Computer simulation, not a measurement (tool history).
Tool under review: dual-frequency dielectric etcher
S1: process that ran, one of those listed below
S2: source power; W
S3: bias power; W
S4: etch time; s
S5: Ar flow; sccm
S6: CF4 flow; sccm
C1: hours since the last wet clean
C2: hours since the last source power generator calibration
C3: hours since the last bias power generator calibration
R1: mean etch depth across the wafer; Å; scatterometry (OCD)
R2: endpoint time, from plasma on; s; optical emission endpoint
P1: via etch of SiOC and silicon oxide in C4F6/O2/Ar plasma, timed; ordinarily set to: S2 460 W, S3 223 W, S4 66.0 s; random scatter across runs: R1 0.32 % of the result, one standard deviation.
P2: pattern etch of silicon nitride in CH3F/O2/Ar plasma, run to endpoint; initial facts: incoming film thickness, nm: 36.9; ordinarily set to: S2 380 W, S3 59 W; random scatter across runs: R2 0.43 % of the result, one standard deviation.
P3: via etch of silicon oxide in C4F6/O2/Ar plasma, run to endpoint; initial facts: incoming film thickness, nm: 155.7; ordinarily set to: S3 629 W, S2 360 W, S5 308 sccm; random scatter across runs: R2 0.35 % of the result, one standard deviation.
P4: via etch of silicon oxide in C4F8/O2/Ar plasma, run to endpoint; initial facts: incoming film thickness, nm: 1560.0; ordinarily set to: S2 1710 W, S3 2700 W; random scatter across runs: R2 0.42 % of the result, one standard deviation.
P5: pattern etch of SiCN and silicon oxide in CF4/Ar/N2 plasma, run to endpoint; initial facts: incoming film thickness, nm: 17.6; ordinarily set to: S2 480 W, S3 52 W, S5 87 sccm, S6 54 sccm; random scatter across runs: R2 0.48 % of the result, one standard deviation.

run,hour,S1,S2,S3,S4,S5,S6,C1,C2,C3,R1,R2
1,11.5,P1,460,223,66.0,,,303.3,1765.7,3424.5,864.43,
2,25.4,P1,460,223,93.0,,,317.2,1779.6,3438.4,1215.30,
3,41.8,P1,460,223,38.5,,,333.6,1796.0,3454.8,499.34,
4,55.0,P1,310,223,43.0,,,346.8,1809.2,3468.0,480.47,
5,65.0,P1,330,144,66.0,,,356.8,1819.2,3478.0,653.82,
6,78.9,P2,530,59,,,,370.7,1833.1,3491.9,,50.730
7,91.3,P1,340,223,86.0,,,383.1,1845.5,3504.3,998.03,
8,107.7,P5,480,68,,87,54,399.5,1861.9,3520.7,,20.194
9,116.4,P5,480,52,,115,54,408.2,1870.6,3529.4,,23.019
10,126.9,P5,480,52,,87,39,418.7,1881.1,3539.9,,23.375
11,138.5,P2,380,59,,,,430.3,1892.7,3551.5,,57.859
12,149.2,P3,360,629,,308,,441.0,1903.4,3562.2,,32.500
13,159.8,P1,460,223,66.0,,,451.6,1914.0,3572.8,856.49,
14,173.3,P1,460,293,66.0,,,465.1,1927.5,3586.3,947.18,
15,184.1,P3,480,629,,308,,475.9,1938.3,3597.1,,28.980
16,199.6,P1,460,223,66.0,,,491.4,1953.8,3612.6,857.62,
17,215.0,P2,380,34,,,,506.8,1969.2,3628.0,,68.870
18,231.5,P1,340,223,66.0,,,523.3,1985.7,3644.5,762.69,
19,238.9,P1,460,223,66.0,,,530.7,1993.1,3651.9,860.45,
20,255.4,P3,360,629,,252,,547.2,2009.6,3668.4,,31.722
21,269.2,P4,1710,1593,,,,561.0,2023.4,3682.2,,339.110

Expected results for the next run?
22,277.1,P3,360,375,,308,,568.9,2031.3,3690.1,,?

R2: 39.303 s
